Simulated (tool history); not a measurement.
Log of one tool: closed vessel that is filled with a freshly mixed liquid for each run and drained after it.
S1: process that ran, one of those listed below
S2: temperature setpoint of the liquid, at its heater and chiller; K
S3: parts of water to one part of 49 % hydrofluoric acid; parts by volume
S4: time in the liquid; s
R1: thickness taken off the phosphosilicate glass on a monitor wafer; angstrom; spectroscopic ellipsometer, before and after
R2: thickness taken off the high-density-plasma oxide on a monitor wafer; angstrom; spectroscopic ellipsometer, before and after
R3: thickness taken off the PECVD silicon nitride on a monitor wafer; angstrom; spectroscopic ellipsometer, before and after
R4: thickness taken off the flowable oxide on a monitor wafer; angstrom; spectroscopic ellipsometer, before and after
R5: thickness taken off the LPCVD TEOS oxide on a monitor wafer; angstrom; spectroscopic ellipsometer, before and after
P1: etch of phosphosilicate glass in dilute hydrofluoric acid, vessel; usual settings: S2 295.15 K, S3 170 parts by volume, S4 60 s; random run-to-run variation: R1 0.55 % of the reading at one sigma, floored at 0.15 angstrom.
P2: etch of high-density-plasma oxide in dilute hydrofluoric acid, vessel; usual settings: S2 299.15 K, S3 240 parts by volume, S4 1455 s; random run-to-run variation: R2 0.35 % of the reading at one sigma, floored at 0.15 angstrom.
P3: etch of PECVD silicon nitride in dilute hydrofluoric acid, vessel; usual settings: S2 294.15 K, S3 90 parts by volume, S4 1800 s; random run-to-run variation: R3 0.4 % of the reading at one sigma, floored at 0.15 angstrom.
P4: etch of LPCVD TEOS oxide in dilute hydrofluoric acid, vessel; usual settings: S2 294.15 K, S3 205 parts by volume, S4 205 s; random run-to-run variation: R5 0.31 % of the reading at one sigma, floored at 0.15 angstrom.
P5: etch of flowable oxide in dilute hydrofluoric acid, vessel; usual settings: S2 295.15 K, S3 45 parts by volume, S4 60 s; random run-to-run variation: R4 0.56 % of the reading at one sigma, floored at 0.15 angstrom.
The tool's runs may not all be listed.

Run 1, day 0.325: S1 P1, S2 295.15 K, S3 170 parts by volume, S4 60 s. Result: R1 364.63 angstrom.
Run 2, day 0.625: S1 P1, S2 290.15 K, S3 170 parts by volume, S4 60 s. Result: R1 299.29 angstrom.
Run 3, day 1.017: S1 P1, S2 295.15 K, S3 170 parts by volume, S4 60 s. Result: R1 367.9 angstrom.
Run 4, day 1.242: S1 P1, S2 295.15 K, S3 285 parts by volume, S4 90 s. Result: R1 290.92 angstrom.
Run 5, day 1.567: S1 P2, S2 299.15 K, S3 240 parts by volume, S4 35 s. Result: R2 6.8938 angstrom.
Run 6, day 1.867: S1 P3, S2 300.15 K, S3 90 parts by volume, S4 1800 s. Result: R3 419.8 angstrom.
Run 7, day 2.221: S1 P5, S2 303.15 K, S3 45 parts by volume, S4 60 s. Result: R4 686.06 angstrom.
Run 8, day 2.462: S1 P1, S2 295.15 K, S3 170 parts by volume, S4 60 s. Result: R1 366.01 angstrom.
Run 9, day 2.742: S1 P5, S2 295.15 K, S3 20 parts by volume, S4 60 s. Result: R4 1161.8 angstrom.
Run 10, day 2.921: S1 P1, S2 295.15 K, S3 170 parts by volume, S4 30 s. Result: R1 183.85 angstrom.
Run 11, day 3.188: S1 P4, S2 294.15 K, S3 205 parts by volume, S4 50 s. Result: R5 78.983 angstrom.
Run 12, day 3.421: S1 P2, S2 291.65 K, S3 240 parts by volume, S4 1455 s. Result: R2 217.03 angstrom.
Run 13, day 3.658: S1 P1, S2 295.15 K, S3 290 parts by volume, S4 60 s. Result: R1 191 angstrom.
Run 14, day 3.942: S1 P5, S2 295.15 K, S3 45 parts by volume, S4 60 s. Result: R4 497.67 angstrom.
Run 15, day 4.325: S1 P2, S2 299.15 K, S3 240 parts by volume, S4 1455 s. Result: R2 285.46 angstrom.
Run 16, day 4.533: S1 P5, S2 295.15 K, S3 45 parts by volume, S4 85 s. Result: R4 707.22 angstrom.
Run 17, day 4.775: S1 P2, S2 299.15 K, S3 240 parts by volume, S4 1455 s. Result: R2 285.67 angstrom.
Run 18, day 4.996: S1 P1, S2 299.65 K, S3 170 parts by volume, S4 60 s. Result: R1 438.36 angstrom.
Run 19, day 5.312: S1 P4, S2 294.15 K, S3 280 parts by volume, S4 205 s. Result: R5 220.74 angstrom.
Run 20, day 5.546: S1 P1, S2 295.15 K, S3 170 parts by volume, S4 60 s. Result: R1 361.85 angstrom.
Run 21, day 5.858: S1 P2, S2 299.15 K, S3 65 parts by volume, S4 1455 s. Result: R2 1298.7 angstrom.
Run 22, day 6.117: S1 P4, S2 294.15 K, S3 205 parts by volume, S4 205 s. Result: R5 323.41 angstrom.
Run 23, day 6.454: S1 P3, S2 294.15 K, S3 90 parts by volume, S4 1800 s. Result: R3 282.63 angstrom.
Run 24, day 6.833: S1 P5, S2 295.15 K, S3 45 parts by volume, S4 60 s. Result: R4 497.57 angstrom.
Run 25, day 7.208: S1 P3, S2 294.15 K, S3 90 parts by volume, S4 3375 s. Result: R3 529.09 angstrom.
Run 26, day 7.412: S1 P4, S2 294.15 K, S3 205 parts by volume, S4 205 s. Result: R5 322.67 angstrom.
Run 27, day 7.729: S1 P1, S2 299.15 K, S3 170 parts by volume, S4 30 s. Result: R1 212.79 angstrom.
Run 28, day 7.9: S1 P3, S2 294.15 K, S3 155 parts by volume, S4 1800 s. Result: R3 166.43 angstrom.
Run 29, day 8.225: S1 P1, S2 295.15 K, S3 170 parts by volume, S4 105 s. Result: R1 642.25 angstrom.
Run 30, day 8.442: S1 P4, S2 298.65 K, S3 205 parts by volume, S4 205 s. Result: R5 381.6 angstrom.
Run 31, day 8.817: S1 P1, S2 295.15 K, S3 170 parts by volume, S4 60 s. Result: R1 363.87 angstrom.
Run 32, day 9.142: S1 P1, S2 295.15 K, S3 45 parts by volume, S4 60 s. Result: R1 1611.8 angstrom.
Run 33, day 9.4: S1 P1, S2 295.15 K, S3 170 parts by volume, S4 60 s. Result: R1 368.81 angstrom.
Run 34, day 9.7: S1 P1, S2 295.15 K, S3 170 parts by volume, S4 60 s. Result: R1 354.12 angstrom.
Run 35, day 10.042: S1 P1, S2 295.15 K, S3 170 parts by volume, S4 60 s. Result: R1 344.44 angstrom.
Run 36, day 10.4: S1 P1, S2 295.15 K, S3 170 parts by volume, S4 60 s. Result: R1 342.38 angstrom.
Run 37, day 10.704: S1 P1, S2 295.15 K, S3 170 parts by volume, S4 60 s. Result: R1 335.8 angstrom.
Run 38, day 10.988: S1 P1, S2 295.15 K, S3 170 parts by volume, S4 60 s. Result: R1 336.01 angstrom.
Run 39, day 11.162: S1 P1, S2 295.15 K, S3 170 parts by volume, S4 60 s. Result: R1 338.14 angstrom.
Run 40, day 11.45: S1 P1, S2 295.15 K, S3 170 parts by volume, S4 60 s. Result: R1 336.52 angstrom.
Run 41, day 11.75: S1 P1, S2 295.15 K, S3 170 parts by volume, S4 60 s. Result: R1 334.09 angstrom.
Run 42, day 12.025: S1 P1, S2 295.15 K, S3 170 parts by volume, S4 60 s. Result: R1 337.03 angstrom.

What P1 gives has crept away from where it was. These 2 causes fit the log equally well, each at the size given:
A: hydrofluoric acid flow below the setpoint (%) = 7.42
B: liquid colder than its thermometer reads (K) = 2.35
Onset of the creep was near day 9.4.

Which of the 4 check runs listed below separates the causes, so that each cause would produce a clearly different result? Each run uses one wafer, and its results are marked with question marks.
Run check 1, day 12.3: S1 P5, S2 303.15 K, S3 45 parts by volume, S4 60 s. Result: R4 ?.
Run check 2, day 12.3: S1 P3, S2 294.15 K, S3 120 parts by volume, S4 3350 s. Result: R3 ?.
Run check 3, day 12.3: S1 P2, S2 299.15 K, S3 90 parts by volume, S4 60 s. Result: R2 ?.
Run check 4, day 12.3: S1 P4, S2 294.15 K, S3 205 parts by volume, S4 80 s. Result: R5 ?.

Check results expected under each cause:
  check  result    if A    if B
check 1      R4  638.16  631.33
check 2      R3  368.28  338.77
check 3      R2  34.467  34.238
check 4      R5  115.03  115.35
Minimum pairwise separation of causes per check, each pair taken at its best-separating result: check 1 1.08 %; check 2 8.35 %; check 3 0.67 %; check 4 0.27 %
Only in check 2 would the causes give clearly different results; in the remaining checks their results would be nearly the same.

The results of check 2 are: R3 368.37 angstrom. Based on these, which of the listed causes is it?

Of the candidate causes, it is A: hydrofluoric acid flow below the setpoint (%).
